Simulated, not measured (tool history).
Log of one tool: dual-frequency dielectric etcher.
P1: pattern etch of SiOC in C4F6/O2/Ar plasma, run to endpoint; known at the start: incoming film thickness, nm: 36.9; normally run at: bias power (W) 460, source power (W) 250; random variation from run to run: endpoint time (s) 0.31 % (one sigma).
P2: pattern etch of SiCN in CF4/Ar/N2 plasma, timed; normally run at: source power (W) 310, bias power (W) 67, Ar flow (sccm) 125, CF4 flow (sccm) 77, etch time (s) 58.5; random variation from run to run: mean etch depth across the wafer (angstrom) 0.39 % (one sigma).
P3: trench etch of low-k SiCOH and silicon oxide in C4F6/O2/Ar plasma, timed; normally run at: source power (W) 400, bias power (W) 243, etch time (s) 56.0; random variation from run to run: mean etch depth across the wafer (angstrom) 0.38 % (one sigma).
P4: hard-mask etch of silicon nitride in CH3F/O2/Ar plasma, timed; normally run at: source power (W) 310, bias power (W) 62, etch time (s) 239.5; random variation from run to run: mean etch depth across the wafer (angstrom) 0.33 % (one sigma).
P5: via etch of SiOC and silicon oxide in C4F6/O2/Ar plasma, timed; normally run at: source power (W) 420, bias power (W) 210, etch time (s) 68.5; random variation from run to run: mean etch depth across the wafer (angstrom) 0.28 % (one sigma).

run	hour	process that ran	bias power (W)	source power (W)	etch time (s)	Ar flow (sccm)	CF4 flow (sccm)	endpoint time (s)	mean etch depth across the wafer (angstrom)
1	5.7	P1	460	250				15.587	
2	12.6	P4	62	310	153.0				978.61
3	21.2	P1	460	250				15.429	
4	29.0	P4	62	400	239.5				1693.60
5	36.3	P2	67	310	58.5	125	77		355.62
6	41.8	P2	67	310	58.5	153	77		344.94
7	48.5	P3	243	300	56.0				1839.30
8	57.3	P5	210	420	100.5				1203.00
9	63.1	P4	62	310	239.5				1537.90
10	71.6	P2	67	220	58.5	125	77		262.80
11	79.1	P5	210	560	68.5				914.41
12	88.5	P3	243	400	76.5				2809.90
13	97.1	P1	575	250				14.213	
14	101.6	P2	67	310	73.5	125	77		448.57
15	107.7	P1	367	250				16.810	
16	117.4	P1	460	250				15.554	
17	124.9	P5	210	420	68.5				815.90
18	132.9	P1	641	170				15.685	
19	139.4	P1	460	250				15.481	
20	144.5	P4	62	310	239.5				1538.80
21	151.4	P3	178	400	56.0				1855.70
22	157.9	P5	281	420	68.5				897.51
23	165.7	P3	243	400	56.0				2065.80
24	171.9	P1	460	180				17.508	
25	176.7	P2	67	310	58.5	125	94		366.24
26	183.6	P1	460	250				15.477	
27	192.4	P1	367	340				14.986	
# hour 194.0: source power generator calibrated
28	197.5	P4	47	310	239.5				1407.00
29	203.2	P2	41	310	58.5	125	77		303.80
30	207.9	P2	67	310	58.5	125	77		356.80
31	212.3	P1	460	320				14.211	
32	221.0	P5	210	420	68.5				815.93
33	229.8	P1	460	250				15.507	
34	239.5	P1	460	250				15.431	
35	244.7	P1	460	250				15.472	
36	254.6	P1	460	250				15.349	
37	260.3	P1	460	250				15.307	
38	268.9	P1	460	250				15.255	
39	276.0	P1	460	250				15.273	
40	284.4	P1	460	250				15.283	
41	291.0	P1	460	250				15.286	
# hour 297.6: wet clean of the chamber
42	301.3	P1	460	250				15.212	
43	308.5	P1	460	250				15.212	
44	317.5	P1	460	250				15.221	

What P1 gives has crept away from where it was. These 2 causes fit the log equally well, each at the size given:
A: source power that arrives over what is set, % = 4.43
B: bias power that arrives over what is set, % = 4.3
The creep began at about hour 244.7.
Why every other cause is out:
chamber walls in a state that raises the etch rate, %: serviced at hour 297.6, which brought nothing back

4 check runs are offered, each on 2 wafers whose results are averaged, their results left as question marks. Which one tells the causes apart?
check 1	326.5	P4	62	310	239.5				?
check 2	326.5	P3	243	400	56.0				?
check 3	326.5	P5	210	420	68.5				?
check 4	326.5	P2	67	310	58.5	125	77		?

What each check would give under each cause:
check	result	if A	if B
check 1	mean etch depth across the wafer (angstrom)	1566.60	1563.20
check 2	mean etch depth across the wafer (angstrom)	2085.20	2080.20
check 3	mean etch depth across the wafer (angstrom)	828.92	826.70
check 4	mean etch depth across the wafer (angstrom)	369.58	361.25
How far apart the two closest causes lie, in the result that separates them most: check 1 0.22 %; check 2 0.24 %; check 3 0.27 %; check 4 2.28 %
Only check 4 tells the causes apart: in the others they would give nearly the same result.

Check 4 was then run and gave: mean etch depth across the wafer (angstrom) 361.15. Which cause is it?

It is B: bias power that arrives over what is set, %.
